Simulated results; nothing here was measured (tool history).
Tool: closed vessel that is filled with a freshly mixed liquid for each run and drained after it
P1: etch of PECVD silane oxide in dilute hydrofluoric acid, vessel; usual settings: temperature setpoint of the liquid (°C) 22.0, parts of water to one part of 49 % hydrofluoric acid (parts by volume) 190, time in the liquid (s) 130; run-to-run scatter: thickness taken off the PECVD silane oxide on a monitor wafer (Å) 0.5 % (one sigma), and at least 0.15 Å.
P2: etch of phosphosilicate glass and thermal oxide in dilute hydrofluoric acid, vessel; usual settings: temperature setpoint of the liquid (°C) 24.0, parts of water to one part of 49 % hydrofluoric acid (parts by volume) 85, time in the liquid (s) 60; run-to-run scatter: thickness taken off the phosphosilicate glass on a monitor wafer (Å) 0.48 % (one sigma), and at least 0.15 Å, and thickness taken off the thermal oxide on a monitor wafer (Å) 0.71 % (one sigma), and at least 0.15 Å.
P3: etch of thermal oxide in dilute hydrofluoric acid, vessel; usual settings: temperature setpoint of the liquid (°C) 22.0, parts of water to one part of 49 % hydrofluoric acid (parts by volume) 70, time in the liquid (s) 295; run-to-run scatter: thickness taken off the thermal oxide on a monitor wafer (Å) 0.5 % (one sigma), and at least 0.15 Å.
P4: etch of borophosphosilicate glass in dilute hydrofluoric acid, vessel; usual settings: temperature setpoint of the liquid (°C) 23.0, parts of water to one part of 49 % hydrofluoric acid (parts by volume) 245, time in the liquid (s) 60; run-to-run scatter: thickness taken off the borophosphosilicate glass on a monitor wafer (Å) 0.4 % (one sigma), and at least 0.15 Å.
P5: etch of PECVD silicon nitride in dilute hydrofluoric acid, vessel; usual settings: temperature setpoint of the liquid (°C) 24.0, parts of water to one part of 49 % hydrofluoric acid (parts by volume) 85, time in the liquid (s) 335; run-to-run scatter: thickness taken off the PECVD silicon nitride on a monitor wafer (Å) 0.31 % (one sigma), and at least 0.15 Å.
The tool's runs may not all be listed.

run	hour	process that ran	temperature setpoint of the liquid (°C)	parts of water to one part of 49 % hydrofluoric acid (parts by volume)	time in the liquid (s)	hours since the thermometer was replaced	hours since the hydrofluoric acid flow meter was replaced	thickness taken off the PECVD silane oxide on a monitor wafer (Å)	thickness taken off the borophosphosilicate glass on a monitor wafer (Å)	thickness taken off the PECVD silicon nitride on a monitor wafer (Å)	thickness taken off the phosphosilicate glass on a monitor wafer (Å)	thickness taken off the thermal oxide on a monitor wafer (Å)
1	11.4	P1	22.0	190	130	385.0	390.8	124.100				
2	22.6	P1	22.0	190	130	396.2	402.0	123.610				
3	28.4	P4	23.0	245	60	402.0	407.8		123.980			
4	40.5	P1	27.0	190	130	414.1	419.9	149.870				
5	47.5	P1	17.0	190	130	421.1	426.9	102.680				
6	59.3	P5	24.0	45	335	432.9	438.7			235.22		
7	66.7	P4	23.0	245	30	440.3	446.1		61.471			
8	72.3	P1	22.0	190	245	445.9	451.7	236.010				
9	78.0	P2	24.0	85	60	451.6	457.4				859.65	35.310
10	88.8	P5	24.0	85	335	462.4	468.2			125.43		
11	96.6	P3	26.5	70	295	470.2	476.0					227.420
12	105.4	P1	22.0	55	130	479.0	484.8	503.510				
13	113.6	P5	24.0	85	560	487.2	493.0			210.01		
14	125.4	P1	22.0	190	130	499.0	504.8	124.680				
15	138.1	P3	22.0	125	295	511.7	517.5					99.179
16	149.0	P2	24.0	85	60	522.6	528.4				858.93	35.114
17	160.6	P1	22.0	190	30	534.2	540.0	28.882				
18	167.3	P1	22.0	190	130	540.9	546.7	123.140				
19	177.8	P2	24.0	125	60	551.4	557.2				555.00	22.779
20	183.7	P4	23.0	365	60	557.3	563.1		73.732			

Run 21 comes next. What will it give?
21	195.5	P1	22.0	190	130	569.1	574.9	?				

{"run 21": {"thickness taken off the PECVD silane oxide on a monitor wafer (Å)": 124.33}}
